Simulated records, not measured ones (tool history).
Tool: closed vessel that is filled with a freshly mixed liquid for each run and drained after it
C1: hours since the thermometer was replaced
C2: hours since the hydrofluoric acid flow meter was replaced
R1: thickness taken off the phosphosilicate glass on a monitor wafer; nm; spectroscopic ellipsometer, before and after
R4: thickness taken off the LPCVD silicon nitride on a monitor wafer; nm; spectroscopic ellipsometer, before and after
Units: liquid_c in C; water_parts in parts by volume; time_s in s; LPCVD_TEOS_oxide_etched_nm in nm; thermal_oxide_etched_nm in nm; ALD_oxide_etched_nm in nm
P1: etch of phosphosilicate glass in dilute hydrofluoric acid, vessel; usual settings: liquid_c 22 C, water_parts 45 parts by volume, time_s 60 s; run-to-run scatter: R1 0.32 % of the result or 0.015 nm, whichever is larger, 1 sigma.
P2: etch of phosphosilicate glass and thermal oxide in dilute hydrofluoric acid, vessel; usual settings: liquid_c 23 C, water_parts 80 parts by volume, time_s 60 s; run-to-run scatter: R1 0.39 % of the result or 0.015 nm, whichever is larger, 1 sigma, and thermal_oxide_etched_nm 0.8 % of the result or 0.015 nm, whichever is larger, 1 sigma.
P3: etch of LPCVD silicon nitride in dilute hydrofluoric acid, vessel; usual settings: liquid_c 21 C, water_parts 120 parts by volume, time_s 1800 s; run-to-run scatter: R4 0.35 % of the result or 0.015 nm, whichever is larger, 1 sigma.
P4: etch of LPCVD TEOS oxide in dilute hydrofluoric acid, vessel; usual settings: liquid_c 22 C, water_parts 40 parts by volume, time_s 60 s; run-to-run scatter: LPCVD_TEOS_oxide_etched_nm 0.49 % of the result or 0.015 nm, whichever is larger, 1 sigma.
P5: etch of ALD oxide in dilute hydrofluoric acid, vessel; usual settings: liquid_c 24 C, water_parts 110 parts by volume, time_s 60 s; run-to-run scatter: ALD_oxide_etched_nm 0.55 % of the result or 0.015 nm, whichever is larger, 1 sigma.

run 1 hour=15.9 | process=P1 liquid_c=22 water_parts=45 time_s=60 | C1=1976.3 C2=1047.4 | R1=95.454
run 2 hour=24.4 | process=P1 liquid_c=29 water_parts=25 time_s=60 | C1=1984.8 C2=1055.9 | R1=234.750
run 3 hour=36.3 | process=P4 liquid_c=17 water_parts=40 time_s=60 | C1=1996.7 C2=1067.8 | LPCVD_TEOS_oxide_etched_nm=42.491
run 4 hour=52.4 | process=P2 liquid_c=23 water_parts=80 time_s=30 | C1=2012.8 C2=1083.9 | R1=33.051 thermal_oxide_etched_nm=1.6568
run 5 hour=61.5 | process=P2 liquid_c=23 water_parts=80 time_s=60 | C1=2021.9 C2=1093.0 | R1=66.411 thermal_oxide_etched_nm=3.3632
run 6 hour=77.3 | process=P4 liquid_c=22 water_parts=40 time_s=60 | C1=2037.7 C2=1108.8 | LPCVD_TEOS_oxide_etched_nm=52.683
run 7 hour=92.3 | process=P3 liquid_c=21 water_parts=215 time_s=1800 | C1=2052.7 C2=1123.8 | R4=3.3810
run 8 hour=105.3 | process=P1 liquid_c=22 water_parts=20 time_s=60 | C1=2065.7 C2=1136.8 | R1=222.600
run 9 hour=119.0 | process=P3 liquid_c=21 water_parts=120 time_s=3185 | C1=2079.4 C2=1150.5 | R4=10.5850
run 10 hour=129.4 | process=P4 liquid_c=22 water_parts=40 time_s=30 | C1=2089.8 C2=1160.9 | LPCVD_TEOS_oxide_etched_nm=26.018
run 11 hour=142.3 | process=P3 liquid_c=17 water_parts=120 time_s=1800 | C1=2102.7 C2=1173.8 | R4=4.5768
run 12 hour=153.8 | process=P2 liquid_c=23 water_parts=20 time_s=60 | C1=2114.2 C2=1185.3 | R1=286.810 thermal_oxide_etched_nm=14.5990
run 13 hour=165.2 | process=P5 liquid_c=24 water_parts=110 time_s=30 | C1=2125.6 C2=1196.7 | ALD_oxide_etched_nm=7.4693
run 14 hour=180.5 | process=P1 liquid_c=28 water_parts=45 time_s=60 | C1=2140.9 C2=1212.0 | R1=121.940
run 15 hour=196.9 | process=P1 liquid_c=22 water_parts=45 time_s=115 | C1=2157.3 C2=1228.4 | R1=180.890
run 16 hour=211.5 | process=P1 liquid_c=22 water_parts=30 time_s=100 | C1=2171.9 C2=1243.0 | R1=242.760
run 17 hour=226.9 | process=P2 liquid_c=18 water_parts=80 time_s=60 | C1=2187.3 C2=1258.4 | R1=53.765 thermal_oxide_etched_nm=2.7192
run 18 hour=236.7 | process=P4 liquid_c=22 water_parts=20 time_s=60 | C1=2197.1 C2=1268.2 | LPCVD_TEOS_oxide_etched_nm=108.490
run 19 hour=247.6 | process=P1 liquid_c=22 water_parts=45 time_s=60 | C1=2208.0 C2=1279.1 | R1=94.946
run 20 hour=262.1 | process=P1 liquid_c=22 water_parts=70 time_s=60 | C1=2222.5 C2=1293.6 | R1=59.154
run 21 hour=272.3 | process=P1 liquid_c=17 water_parts=45 time_s=60 | C1=2232.7 C2=1303.8 | R1=76.958
run 22 hour=283.4 | process=P1 liquid_c=22 water_parts=45 time_s=60 | C1=2243.8 C2=1314.9 | R1=95.560
run 23 hour=297.5 | process=P1 liquid_c=22 water_parts=45 time_s=60 | C1=2257.9 C2=1329.0 | R1=94.633

The next listed run, before its measurement:
run 24 hour=311.5 | process=P1 liquid_c=17 water_parts=20 time_s=60 | C1=2271.9 C2=1343.0 | R1=?

R1: 177.800 nm

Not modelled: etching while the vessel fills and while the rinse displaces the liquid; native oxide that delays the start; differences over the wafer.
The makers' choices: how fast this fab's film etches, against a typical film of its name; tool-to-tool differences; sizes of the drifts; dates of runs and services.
